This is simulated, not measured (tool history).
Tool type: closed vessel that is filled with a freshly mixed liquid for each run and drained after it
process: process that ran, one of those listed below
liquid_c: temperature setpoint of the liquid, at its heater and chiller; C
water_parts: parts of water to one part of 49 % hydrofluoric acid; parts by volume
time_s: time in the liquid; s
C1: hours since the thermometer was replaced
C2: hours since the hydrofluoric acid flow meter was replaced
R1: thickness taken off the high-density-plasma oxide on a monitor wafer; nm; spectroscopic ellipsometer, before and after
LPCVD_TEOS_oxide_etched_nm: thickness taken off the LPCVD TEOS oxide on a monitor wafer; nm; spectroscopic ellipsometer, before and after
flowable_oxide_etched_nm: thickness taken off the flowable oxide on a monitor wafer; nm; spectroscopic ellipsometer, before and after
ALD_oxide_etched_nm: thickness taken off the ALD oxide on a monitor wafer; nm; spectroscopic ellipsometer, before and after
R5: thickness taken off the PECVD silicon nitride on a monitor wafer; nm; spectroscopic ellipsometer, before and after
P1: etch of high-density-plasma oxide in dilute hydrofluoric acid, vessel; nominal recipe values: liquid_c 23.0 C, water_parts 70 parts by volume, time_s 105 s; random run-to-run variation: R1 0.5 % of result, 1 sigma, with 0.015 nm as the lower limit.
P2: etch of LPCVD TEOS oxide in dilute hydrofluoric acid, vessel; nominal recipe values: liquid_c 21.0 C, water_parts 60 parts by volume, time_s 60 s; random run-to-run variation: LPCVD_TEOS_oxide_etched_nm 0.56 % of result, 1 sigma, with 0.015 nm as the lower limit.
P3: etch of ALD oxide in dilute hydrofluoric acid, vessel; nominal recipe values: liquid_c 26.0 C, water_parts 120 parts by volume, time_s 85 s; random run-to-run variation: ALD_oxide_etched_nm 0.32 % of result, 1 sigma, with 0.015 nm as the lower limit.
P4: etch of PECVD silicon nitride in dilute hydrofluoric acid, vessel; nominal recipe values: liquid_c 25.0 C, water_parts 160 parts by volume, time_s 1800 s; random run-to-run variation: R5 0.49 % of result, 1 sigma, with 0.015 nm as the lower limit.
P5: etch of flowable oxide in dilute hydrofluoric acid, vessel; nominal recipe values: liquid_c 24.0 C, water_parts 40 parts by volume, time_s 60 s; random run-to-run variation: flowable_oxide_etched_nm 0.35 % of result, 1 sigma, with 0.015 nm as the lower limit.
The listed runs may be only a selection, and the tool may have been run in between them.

run 1 hour=7.7 | process=P1 liquid_c=23.0 water_parts=70 time_s=105 | C1=1534.7 C2=248.7 | R1=7.7037
run 2 hour=15.1 | process=P2 liquid_c=17.0 water_parts=60 time_s=60 | C1=1542.1 C2=256.1 | LPCVD_TEOS_oxide_etched_nm=37.757
run 3 hour=19.8 | process=P2 liquid_c=21.0 water_parts=60 time_s=60 | C1=1546.8 C2=260.8 | LPCVD_TEOS_oxide_etched_nm=45.125
run 4 hour=24.9 | process=P1 liquid_c=23.0 water_parts=20 time_s=105 | C1=1551.9 C2=265.9 | R1=29.1140
run 5 hour=32.2 | process=P2 liquid_c=21.0 water_parts=40 time_s=60 | C1=1559.2 C2=273.2 | LPCVD_TEOS_oxide_etched_nm=68.787
run 6 hour=38.1 | process=P1 liquid_c=18.0 water_parts=70 time_s=105 | C1=1565.1 C2=279.1 | R1=6.2574
run 7 hour=44.3 | process=P5 liquid_c=24.0 water_parts=40 time_s=60 | C1=1571.3 C2=285.3 | flowable_oxide_etched_nm=81.979
run 8 hour=54.4 | process=P3 liquid_c=26.0 water_parts=120 time_s=145 | C1=1581.4 C2=295.4 | ALD_oxide_etched_nm=42.746
run 9 hour=63.4 | process=P4 liquid_c=25.0 water_parts=160 time_s=1800 | C1=1590.4 C2=304.4 | R5=39.388
run 10 hour=71.1 | process=P5 liquid_c=24.0 water_parts=20 time_s=60 | C1=1598.1 C2=312.1 | flowable_oxide_etched_nm=168.630
run 11 hour=77.4 | process=P5 liquid_c=24.0 water_parts=40 time_s=110 | C1=1604.4 C2=318.4 | flowable_oxide_etched_nm=150.760
run 12 hour=87.9 | process=P1 liquid_c=23.0 water_parts=35 time_s=30 | C1=1614.9 C2=328.9 | R1=4.6155
run 13 hour=96.4 | process=P1 liquid_c=23.0 water_parts=70 time_s=155 | C1=1623.4 C2=337.4 | R1=11.4270
run 14 hour=106.7 | process=P2 liquid_c=21.0 water_parts=60 time_s=60 | C1=1633.7 C2=347.7 | LPCVD_TEOS_oxide_etched_nm=44.642
run 15 hour=116.2 | process=P1 liquid_c=23.0 water_parts=70 time_s=105 | C1=1643.2 C2=357.2 | R1=7.7348
run 16 hour=122.3 | process=P1 liquid_c=23.0 water_parts=70 time_s=30 | C1=1649.3 C2=363.3 | R1=2.2021
run 17 hour=128.0 | process=P1 liquid_c=30.5 water_parts=70 time_s=105 | C1=1655.0 C2=369.0 | R1=10.4770
run 18 hour=137.2 | process=P4 liquid_c=25.0 water_parts=160 time_s=1800 | C1=1664.2 C2=378.2 | R5=39.624
run 19 hour=147.6 | process=P3 liquid_c=26.0 water_parts=190 time_s=85 | C1=1674.6 C2=388.6 | ALD_oxide_etched_nm=14.490
run 20 hour=153.2 | process=P4 liquid_c=19.5 water_parts=160 time_s=1800 | C1=1680.2 C2=394.2 | R5=27.672
run 21 hour=161.5 | process=P1 liquid_c=23.0 water_parts=70 time_s=105 | C1=1688.5 C2=402.5 | R1=7.7968
run 22 hour=171.7 | process=P5 liquid_c=24.0 water_parts=40 time_s=60 | C1=1698.7 C2=412.7 | flowable_oxide_etched_nm=82.292
run 23 hour=178.0 | process=P5 liquid_c=17.0 water_parts=40 time_s=60 | C1=1705.0 C2=419.0 | flowable_oxide_etched_nm=60.763
run 24 hour=187.3 | process=P1 liquid_c=23.0 water_parts=70 time_s=105 | C1=1714.3 C2=428.3 | R1=7.7761
run 25 hour=195.7 | process=P4 liquid_c=25.0 water_parts=160 time_s=2655 | C1=1722.7 C2=436.7 | R5=58.526
run 26 hour=205.6 | process=P3 liquid_c=26.0 water_parts=120 time_s=85 | C1=1732.6 C2=446.6 | ALD_oxide_etched_nm=25.061
run 27 hour=215.5 | process=P4 liquid_c=25.0 water_parts=225 time_s=1800 | C1=1742.5 C2=456.5 | R5=28.189
run 28 hour=225.3 | process=P1 liquid_c=23.0 water_parts=125 time_s=105 | C1=1752.3 C2=466.3 | R1=4.0637
run 29 hour=232.9 | process=P1 liquid_c=23.0 water_parts=70 time_s=105 | C1=1759.9 C2=473.9 | R1=7.7347
run 30 hour=241.3 | process=P3 liquid_c=19.5 water_parts=120 time_s=85 | C1=1768.3 C2=482.3 | ALD_oxide_etched_nm=19.347
run 31 hour=250.1 | process=P2 liquid_c=21.0 water_parts=60 time_s=30 | C1=1777.1 C2=491.1 | LPCVD_TEOS_oxide_etched_nm=22.313
run 32 hour=255.8 | process=P1 liquid_c=23.0 water_parts=70 time_s=105 | C1=1782.8 C2=496.8 | R1=7.7886
run 33 hour=263.3 | process=P1 liquid_c=23.0 water_parts=70 time_s=105 | C1=1790.3 C2=504.3 | R1=7.6474
run 34 hour=273.3 | process=P1 liquid_c=23.0 water_parts=70 time_s=105 | C1=1800.3 C2=514.3 | R1=7.3735
run 35 hour=281.9 | process=P1 liquid_c=23.0 water_parts=70 time_s=105 | C1=1808.9 C2=522.9 | R1=7.4284
run 36 hour=288.8 | process=P1 liquid_c=23.0 water_parts=70 time_s=105 | C1=1815.8 C2=529.8 | R1=7.2817
run 37 hour=299.1 | process=P1 liquid_c=23.0 water_parts=70 time_s=105 | C1=1826.1 C2=540.1 | R1=7.2982
run 38 hour=307.8 | process=P1 liquid_c=23.0 water_parts=70 time_s=105 | C1=1834.8 C2=548.8 | R1=7.4228
run 39 hour=316.6 | process=P1 liquid_c=23.0 water_parts=70 time_s=105 | C1=1843.6 C2=557.6 | R1=7.3100
run 40 hour=324.3 | process=P1 liquid_c=23.0 water_parts=70 time_s=105 | C1=1851.3 C2=565.3 | R1=7.3242

What P1 gives has crept off from where it sat before. The 2 causes that follow fit the log equally well, each at the size noted:
A: liquid colder than its thermometer reads (K) = 1.44
B: hydrofluoric acid flow below the setpoint (%) = 5.28
Onset of the creep was near hour 255.8.

Of the 4 check runs listed below, each run on one wafer and each result written as a question mark, which would let you distinguish the listed causes because they would give clearly different results?
run check 1 hour=332.0 | process=P5 liquid_c=24.0 water_parts=40 time_s=60 | flowable_oxide_etched_nm=?
run check 2 hour=332.0 | process=P2 liquid_c=21.0 water_parts=60 time_s=60 | LPCVD_TEOS_oxide_etched_nm=?
run check 3 hour=332.0 | process=P3 liquid_c=26.0 water_parts=120 time_s=85 | ALD_oxide_etched_nm=?
run check 4 hour=332.0 | process=P4 liquid_c=25.0 water_parts=160 time_s=1800 | R5=?

Check results expected under each cause:
check=check_1 result=flowable_oxide_etched_nm if_A=77.509 if_B=77.729
check=check_2 result=LPCVD_TEOS_oxide_etched_nm if_A=42.297 if_B=42.398
check=check_3 result=ALD_oxide_etched_nm if_A=23.662 if_B=23.497
check=check_4 result=R5 if_A=35.837 if_B=37.239
Minimum pairwise separation of causes per check, each pair taken at its best-separating result: check 1 0.28 %; check 2 0.24 %; check 3 0.7 %; check 4 3.84 %
Only in check 4 would the causes give clearly different results; in the remaining checks their results would be nearly the same.

After running check 4, the following was obtained: R5 36.038 nm. Which cause does this point to?

The correct cause is A, namely: liquid colder than its thermometer reads (K).

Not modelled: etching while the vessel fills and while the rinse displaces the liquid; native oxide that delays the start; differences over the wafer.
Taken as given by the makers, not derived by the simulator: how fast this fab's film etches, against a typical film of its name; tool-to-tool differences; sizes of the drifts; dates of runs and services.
